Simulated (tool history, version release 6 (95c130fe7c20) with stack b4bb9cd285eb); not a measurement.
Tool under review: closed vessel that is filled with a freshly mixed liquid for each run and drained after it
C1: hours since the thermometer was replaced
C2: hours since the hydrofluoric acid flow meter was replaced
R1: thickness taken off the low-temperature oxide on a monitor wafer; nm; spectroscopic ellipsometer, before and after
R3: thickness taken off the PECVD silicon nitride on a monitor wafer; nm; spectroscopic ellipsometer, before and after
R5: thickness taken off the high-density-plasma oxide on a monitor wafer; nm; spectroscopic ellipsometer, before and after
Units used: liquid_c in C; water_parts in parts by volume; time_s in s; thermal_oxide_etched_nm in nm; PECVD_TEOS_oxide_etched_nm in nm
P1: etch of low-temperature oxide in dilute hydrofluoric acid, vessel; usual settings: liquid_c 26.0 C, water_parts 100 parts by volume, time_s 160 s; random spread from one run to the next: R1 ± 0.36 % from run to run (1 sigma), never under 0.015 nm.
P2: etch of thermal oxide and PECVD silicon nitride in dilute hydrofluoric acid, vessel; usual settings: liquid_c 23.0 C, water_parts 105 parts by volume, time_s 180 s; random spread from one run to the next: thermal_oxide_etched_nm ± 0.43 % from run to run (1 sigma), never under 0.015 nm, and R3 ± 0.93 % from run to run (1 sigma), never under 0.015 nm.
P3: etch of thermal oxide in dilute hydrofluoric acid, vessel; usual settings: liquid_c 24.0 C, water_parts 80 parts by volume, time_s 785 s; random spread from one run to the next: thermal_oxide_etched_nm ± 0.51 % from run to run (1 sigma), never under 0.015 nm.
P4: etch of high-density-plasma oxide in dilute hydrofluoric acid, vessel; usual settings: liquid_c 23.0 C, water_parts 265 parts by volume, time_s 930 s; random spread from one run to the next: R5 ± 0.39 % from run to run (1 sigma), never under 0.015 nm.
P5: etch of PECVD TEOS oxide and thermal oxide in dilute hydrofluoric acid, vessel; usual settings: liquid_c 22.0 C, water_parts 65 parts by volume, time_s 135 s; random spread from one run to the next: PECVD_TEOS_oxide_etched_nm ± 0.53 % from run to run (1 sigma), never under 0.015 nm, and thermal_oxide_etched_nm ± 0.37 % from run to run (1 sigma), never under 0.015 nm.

{"run": 1, "hour": 8.2, "process": "P1", "liquid_c": 26.0, "water_parts": 100, "time_s": 160, "C1": 692.1, "C2": 1187.3, "R1": 25.736}
{"run": 2, "hour": 22.1, "process": "P1", "liquid_c": 26.0, "water_parts": 100, "time_s": 160, "C1": 706.0, "C2": 1201.2, "R1": 25.852}
{"run": 3, "hour": 39.6, "process": "P3", "liquid_c": 24.0, "water_parts": 80, "time_s": 785, "C1": 723.5, "C2": 1218.7, "thermal_oxide_etched_nm": 47.822}
{"run": 4, "hour": 58.0, "process": "P3", "liquid_c": 24.0, "water_parts": 80, "time_s": 270, "C1": 741.9, "C2": 1237.1, "thermal_oxide_etched_nm": 16.327}
{"run": 5, "hour": 68.4, "process": "P2", "liquid_c": 23.0, "water_parts": 105, "time_s": 180, "C1": 752.3, "C2": 1247.5, "thermal_oxide_etched_nm": 7.7965, "R3": 2.7451}
{"run": 6, "hour": 82.0, "process": "P5", "liquid_c": 22.0, "water_parts": 65, "time_s": 135, "C1": 765.9, "C2": 1261.1, "thermal_oxide_etched_nm": 9.6931, "PECVD_TEOS_oxide_etched_nm": 16.954}
{"run": 7, "hour": 95.7, "process": "P4", "liquid_c": 23.0, "water_parts": 155, "time_s": 930, "C1": 779.6, "C2": 1274.8, "R5": 28.22}
{"run": 8, "hour": 109.9, "process": "P2", "liquid_c": 23.0, "water_parts": 40, "time_s": 180, "C1": 793.8, "C2": 1289.0, "thermal_oxide_etched_nm": 22.304, "R3": 7.1498}
{"run": 9, "hour": 121.7, "process": "P1", "liquid_c": 29.5, "water_parts": 100, "time_s": 160, "C1": 805.6, "C2": 1300.8, "R1": 29.332}
{"run": 10, "hour": 132.3, "process": "P4", "liquid_c": 23.0, "water_parts": 265, "time_s": 235, "C1": 816.2, "C2": 1311.4, "R5": 3.7127}
{"run": 11, "hour": 143.2, "process": "P1", "liquid_c": 26.0, "water_parts": 20, "time_s": 60, "C1": 827.1, "C2": 1322.3, "R1": 53.336}
{"run": 12, "hour": 156.1, "process": "P5", "liquid_c": 22.0, "water_parts": 65, "time_s": 210, "C1": 840.0, "C2": 1335.2, "thermal_oxide_etched_nm": 15.113, "PECVD_TEOS_oxide_etched_nm": 26.242}
{"run": 13, "hour": 173.0, "process": "P5", "liquid_c": 22.0, "water_parts": 20, "time_s": 135, "C1": 856.9, "C2": 1352.1, "thermal_oxide_etched_nm": 33.411, "PECVD_TEOS_oxide_etched_nm": 57.702}
{"run": 14, "hour": 187.1, "process": "P1", "liquid_c": 19.5, "water_parts": 100, "time_s": 160, "C1": 871.0, "C2": 1366.2, "R1": 19.797}
{"run": 15, "hour": 198.6, "process": "P3", "liquid_c": 24.0, "water_parts": 35, "time_s": 785, "C1": 882.5, "C2": 1377.7, "thermal_oxide_etched_nm": 115.66}
{"run": 16, "hour": 214.4, "process": "P1", "liquid_c": 26.0, "water_parts": 100, "time_s": 315, "C1": 898.3, "C2": 1393.5, "R1": 50.959}
{"run": 17, "hour": 232.6, "process": "P1", "liquid_c": 26.0, "water_parts": 45, "time_s": 160, "C1": 916.5, "C2": 1411.7, "R1": 61.26}
{"run": 18, "hour": 244.9, "process": "P3", "liquid_c": 32.5, "water_parts": 80, "time_s": 785, "C1": 928.8, "C2": 1424.0, "thermal_oxide_etched_nm": 65.863}
{"run": 19, "hour": 257.8, "process": "P1", "liquid_c": 26.0, "water_parts": 100, "time_s": 160, "C1": 941.7, "C2": 1436.9, "R1": 25.79}
{"run": 20, "hour": 275.3, "process": "P4", "liquid_c": 17.0, "water_parts": 265, "time_s": 930, "C1": 959.2, "C2": 1454.4, "R5": 11.836}
{"run": 21, "hour": 292.6, "process": "P2", "liquid_c": 17.0, "water_parts": 105, "time_s": 180, "C1": 976.5, "C2": 1471.7, "thermal_oxide_etched_nm": 6.1486, "R3": 1.8194}
{"run": 22, "hour": 304.9, "process": "P1", "liquid_c": 26.0, "water_parts": 100, "time_s": 160, "C1": 988.8, "C2": 1484.0, "R1": 25.622}
{"run": 23, "hour": 317.2, "process": "P2", "liquid_c": 23.0, "water_parts": 105, "time_s": 335, "C1": 1001.1, "C2": 1496.3, "thermal_oxide_etched_nm": 14.705, "R3": 5.1079}

What will run 24 give?
{"run": 24, "hour": 333.7, "process": "P5", "liquid_c": 22.0, "water_parts": 65, "time_s": 135, "C1": 1017.6, "C2": 1512.8, "thermal_oxide_etched_nm": "?", "PECVD_TEOS_oxide_etched_nm": "?"}

thermal_oxide_etched_nm: 9.6988 nm
PECVD_TEOS_oxide_etched_nm: 16.996 nm
